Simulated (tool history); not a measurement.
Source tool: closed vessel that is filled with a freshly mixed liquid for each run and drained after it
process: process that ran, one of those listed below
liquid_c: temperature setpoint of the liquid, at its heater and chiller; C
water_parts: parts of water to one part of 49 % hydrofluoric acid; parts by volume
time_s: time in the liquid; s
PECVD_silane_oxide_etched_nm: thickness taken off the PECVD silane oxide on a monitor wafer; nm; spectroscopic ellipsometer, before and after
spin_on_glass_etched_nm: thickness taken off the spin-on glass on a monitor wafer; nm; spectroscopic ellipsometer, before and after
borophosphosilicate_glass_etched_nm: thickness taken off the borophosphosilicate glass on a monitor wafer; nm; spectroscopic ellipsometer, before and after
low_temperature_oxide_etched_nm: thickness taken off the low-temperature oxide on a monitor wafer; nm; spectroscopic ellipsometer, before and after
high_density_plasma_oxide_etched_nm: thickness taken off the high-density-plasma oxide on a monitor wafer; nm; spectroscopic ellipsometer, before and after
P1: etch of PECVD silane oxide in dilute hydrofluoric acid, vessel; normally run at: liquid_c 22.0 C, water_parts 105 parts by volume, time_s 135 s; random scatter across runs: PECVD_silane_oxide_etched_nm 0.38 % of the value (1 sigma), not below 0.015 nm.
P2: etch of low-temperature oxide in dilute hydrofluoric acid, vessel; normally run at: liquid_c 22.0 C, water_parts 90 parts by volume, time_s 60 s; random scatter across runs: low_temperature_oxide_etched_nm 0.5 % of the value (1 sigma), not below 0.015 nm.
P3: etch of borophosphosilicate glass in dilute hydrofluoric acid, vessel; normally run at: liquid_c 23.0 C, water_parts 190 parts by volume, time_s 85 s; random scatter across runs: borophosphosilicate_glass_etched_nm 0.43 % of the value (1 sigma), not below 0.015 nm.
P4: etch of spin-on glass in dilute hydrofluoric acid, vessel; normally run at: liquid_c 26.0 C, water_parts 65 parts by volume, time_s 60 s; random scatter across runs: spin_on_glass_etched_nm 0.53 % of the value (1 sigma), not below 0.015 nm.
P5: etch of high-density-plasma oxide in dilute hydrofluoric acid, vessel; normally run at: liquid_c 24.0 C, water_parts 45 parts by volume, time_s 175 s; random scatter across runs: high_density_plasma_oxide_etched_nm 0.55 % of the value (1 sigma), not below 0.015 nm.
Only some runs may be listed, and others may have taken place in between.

run	day	process	liquid_c	water_parts	time_s	hours since the thermometer was replaced	hours since the hydrofluoric acid flow meter was replaced	PECVD_silane_oxide_etched_nm	spin_on_glass_etched_nm	borophosphosilicate_glass_etched_nm	low_temperature_oxide_etched_nm	high_density_plasma_oxide_etched_nm
1	0.192	P1	22.0	105	135	1462.9	536.2	30.6590				
2	0.375	P4	26.0	65	60	1467.3	540.6		71.870			
3	0.579	P3	31.0	190	85	1472.2	545.5			25.3150		
4	0.688	P2	22.0	30	60	1474.8	548.1				51.358	
5	0.792	P1	22.0	185	135	1477.3	550.6	15.9860				
6	0.933	P1	22.0	105	135	1480.7	554.0	30.5680				
7	1.092	P2	22.0	90	60	1484.5	557.8				15.780	
8	1.192	P5	24.0	75	175	1486.9	560.2					16.200
9	1.392	P3	23.0	315	85	1491.7	565.0			10.2650		
10	1.492	P2	22.0	90	60	1494.1	567.4				15.783	
11	1.650	P3	23.0	190	85	1497.9	571.2			19.1470		
12	1.767	P1	18.0	65	135	1500.7	574.0	44.0660				
13	1.929	P1	22.0	105	195	1504.6	577.9	44.4040				
14	2.100	P4	26.0	110	60	1508.7	582.0		40.473			
15	2.246	P2	17.0	90	60	1512.2	585.5				12.925	
16	2.392	P5	24.0	45	175	1515.7	589.0					28.127
17	2.583	P5	24.0	45	315	1520.3	593.6					50.720
18	2.700	P1	17.0	30	135	1523.1	596.4	94.5530				
19	2.900	P1	22.0	60	135	1527.9	601.2	56.9880				
20	3.012	P1	29.5	45	135	1530.6	603.9	104.5500				
21	3.183	P4	32.0	65	60	1534.7	608.0		91.449			
22	3.283	P1	22.0	105	135	1537.1	610.4	30.7470				
23	3.388	P4	26.0	65	30	1539.6	612.9		36.274			
24	3.512	P1	22.0	105	135	1542.6	615.9	30.6000				
25	3.629	P2	22.0	90	105	1545.4	618.7				27.775	
26	3.792	P1	27.5	105	135	1549.3	622.6	38.2040				
27	3.929	P1	22.0	105	30	1552.6	625.9	6.7983				
# day 4.062: hydrofluoric acid flow meter replaced
28	4.096	P3	23.0	190	35	1556.6	0.9			7.8584		
29	4.288	P5	17.0	45	175	1561.2	5.5					20.940
30	4.438	P1	17.0	105	135	1564.8	9.1	24.8470				
31	4.588	P1	22.0	105	135	1568.4	12.7	30.7010				
32	4.729	P1	22.0	105	135	1571.8	16.1	31.5260				
33	4.908	P1	22.0	105	135	1576.1	20.4	32.3590				
34	5.104	P1	22.0	105	135	1580.8	25.1	33.0230				
35	5.308	P1	22.0	105	135	1585.7	30.0	33.2770				
36	5.475	P1	22.0	105	135	1589.7	34.0	33.6030				
37	5.588	P1	22.0	105	135	1592.4	36.7	33.4190				
38	5.725	P1	22.0	105	135	1595.7	40.0	33.2500				
39	5.883	P1	22.0	105	135	1599.5	43.8	33.4830				
40	5.996	P1	22.0	105	135	1602.2	46.5	33.6530				

The output of P1 has drifted from where it used to be. Each of the 2 causes below, taken at the size shown beside it, accounts for the log equally well:
A: liquid hotter than its thermometer reads (K) = 2.27
B: hydrofluoric acid flow above the setpoint (%) = 8.39
The creep began at about day 4.588.

Of the 4 check runs listed below, each run on one wafer and each result written as a question mark, which would let you distinguish the listed causes because they would give clearly different results?
check 1	6.108	P2	17.0	90	90						?	
check 2	6.108	P3	30.5	315	85					?		
check 3	6.108	P4	26.0	95	35				?			
check 4	6.108	P5	24.0	70	305							?

What every check run would give for each of its results, assuming each possible cause in turn:
check	result	if A	if B
check 1	low_temperature_oxide_etched_nm	21.345	21.188
check 2	borophosphosilicate_glass_etched_nm	13.9780	14.5000
check 3	spin_on_glass_etched_nm	30.322	30.394
check 4	high_density_plasma_oxide_etched_nm	33.350	33.233
Per-check spread between the two closest causes, in the result where they differ most: check 1 0.74 %; check 2 3.67 %; check 3 0.24 %; check 4 0.35 %
Check 2 is the one run that separates the causes; every other check would come out nearly the same whichever cause is at work.

Check 2 has now been run. It gave: borophosphosilicate_glass_etched_nm 13.9740 nm. Which of the candidate causes is it?

It is A: liquid hotter than its thermometer reads (K).

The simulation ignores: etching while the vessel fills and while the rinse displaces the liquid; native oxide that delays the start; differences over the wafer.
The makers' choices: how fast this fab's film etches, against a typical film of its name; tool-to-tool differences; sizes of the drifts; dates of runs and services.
